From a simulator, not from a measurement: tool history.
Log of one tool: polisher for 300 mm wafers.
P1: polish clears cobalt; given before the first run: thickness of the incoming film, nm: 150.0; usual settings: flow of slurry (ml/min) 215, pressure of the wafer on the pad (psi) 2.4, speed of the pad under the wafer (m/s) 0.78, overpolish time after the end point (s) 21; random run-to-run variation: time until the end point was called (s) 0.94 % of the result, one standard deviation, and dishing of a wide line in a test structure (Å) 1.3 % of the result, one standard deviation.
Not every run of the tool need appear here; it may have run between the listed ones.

run   hour  flow of slurry (ml/min)  pressure of the wafer on the pad (psi)  speed of the pad under the wafer (m/s)  overpolish time after the end point (s)  wafers polished on this pad  hours since the slurry nozzle was cleaned  hours since the head pressure was calibrated  time until the end point was called (s)  dishing of a wide line in a test structure (Å)
  1   12.1                      215                                     2.4                                    0.78                                       21                          558                                      102.0                                         281.9                                   30.934                                          586.15
  2   27.0                      215                                     3.0                                    0.78                                       21                          660                                      116.9                                         296.8                                   24.715                                          647.53
  3   42.2                      215                                     2.4                                    0.36                                       21                          765                                      132.1                                         312.0                                   68.310                                          357.79
  4   52.0                      215                                     2.4                                    0.78                                       21                          832                                      141.9                                         321.8                                   30.612                                          571.77
      56.0  -- slurry nozzle cleaned
  5   67.9                      215                                     2.4                                    0.78                                       21                          942                                       11.9                                         337.7                                   31.403                                          586.46
  6   77.5                      215                                     2.4                                    0.78                                       21                         1008                                       21.5                                         347.3                                   31.500                                          584.33
  7   85.6                      215                                     3.6                                    1.08                                       21                         1064                                       29.6                                         355.4                                   14.792                                          744.47
  8   96.4                      215                                     2.4                                    0.78                                       21                         1138                                       40.4                                         366.2                                   30.922                                          582.24
  9  108.8                      215                                     1.2                                    0.78                                       21                         1223                                       52.8                                         378.6                                   61.710                                          378.69
 10  122.1                      215                                     2.4                                    1.22                                       21                         1315                                       66.1                                         391.9                                   19.592                                          713.49
 11  130.2                      130                                     2.4                                    0.78                                       21                         1371                                       74.2                                         400.0                                   33.094                                          542.42
 12  138.7                      215                                     2.4                                    0.78                                       43                         1429                                       82.7                                         408.5                                   31.103                                          759.37
 13  149.4                      215                                     2.4                                    0.78                                        6                         1503                                       93.4                                         419.2                                   31.235                                          242.72
 14  160.8                      295                                     2.4                                    0.78                                       21                         1582                                      104.8                                         430.6                                   29.848                                          597.70
 15  172.3                      215                                     2.4                                    0.78                                       21                         1661                                      116.3                                         442.1                                   31.071                                          592.81
 16  184.7                      215                                     2.4                                    0.78                                       21                         1746                                      128.7                                         454.5                                   31.374                                          588.61
 17  198.3                      215                                     2.4                                    0.78                                       21                         1840                                      142.3                                         468.1                                   32.050                                          574.94
 18  207.9                      215                                     2.4                                    0.78                                       21                         1906                                      151.9                                         477.7                                   32.545                                          577.17
     220.3  -- head pressure recalibrated
 19  220.4                      215                                     2.4                                    0.78                                       21                         1992                                      164.4                                           0.2                                   33.146                                          555.41
 20  227.7                      215                                     2.4                                    0.78                                       21                         2042                                      171.7                                           7.5                                   32.847                                          565.42
 21  237.9                      215                                     2.4                                    0.78                                       21                         2113                                      181.9                                          17.7                                   33.240                                          575.12
 22  250.3                      215                                     2.4                                    0.78                                       21                         2198                                      194.3                                          30.1                                   33.006                                          558.85

The log shows P1 creeping away from where it was. Any of the 2 causes listed here, at the size stated for it, fits the log just as well as the others:
A: slurry flow missing at the pad, % = 32.8
B: removal rate lost through wear of the pad, % = 5.84
Onset of the creep was near hour 172.3.
All other causes, with the reason each is excluded:
head's pressure below its setpoint, %: serviced after onset, at hour 220.3, with no recovery of the prior output

Each of the check runs listed below is run on 5 wafers and reports their average, with the results left as question marks. Pick the one under which the possible causes would lead to clearly different results.
check 1  262.7                      215                                     1.3                                    0.36                                       21                                                                                                                                                              ?                                               ?
check 2  262.7                      215                                     2.4                                    0.78                                       42                                                                                                                                                              ?                                               ?
check 3  262.7                      215                                     2.4                                    0.78                                       41                                                                                                                                                              ?                                               ?
check 4  262.7                      130                                     1.6                                    0.78                                       21                                                                                                                                                              ?                                               ?

Check results expected under each cause:
  check                                          result     if A     if B
check 1         time until the end point was called (s)  131.980  132.000
check 1  dishing of a wide line in a test structure (Å)   208.37   208.33
check 2         time until the end point was called (s)   32.994   33.000
check 2  dishing of a wide line in a test structure (Å)   747.48   747.45
check 3         time until the end point was called (s)   32.994   33.000
check 3  dishing of a wide line in a test structure (Å)   742.76   742.72
check 4         time until the end point was called (s)   55.517   53.623
check 4  dishing of a wide line in a test structure (Å)   411.46   421.52
Smallest distance between any two causes, each pair judged by its most separating result, in per cent: check 1 0.02 %; check 2 0.02 %; check 3 0.02 %; check 4 3.47 %
The causes can be told apart only by check 4. The other checks would give nearly the same results under each of them.

With check 4 done, the readings were: time until the end point was called (s) 55.338; dishing of a wide line in a test structure (Å) 408.02. Identify which of the listed causes applies.

The correct cause is A, namely: slurry flow missing at the pad, %.
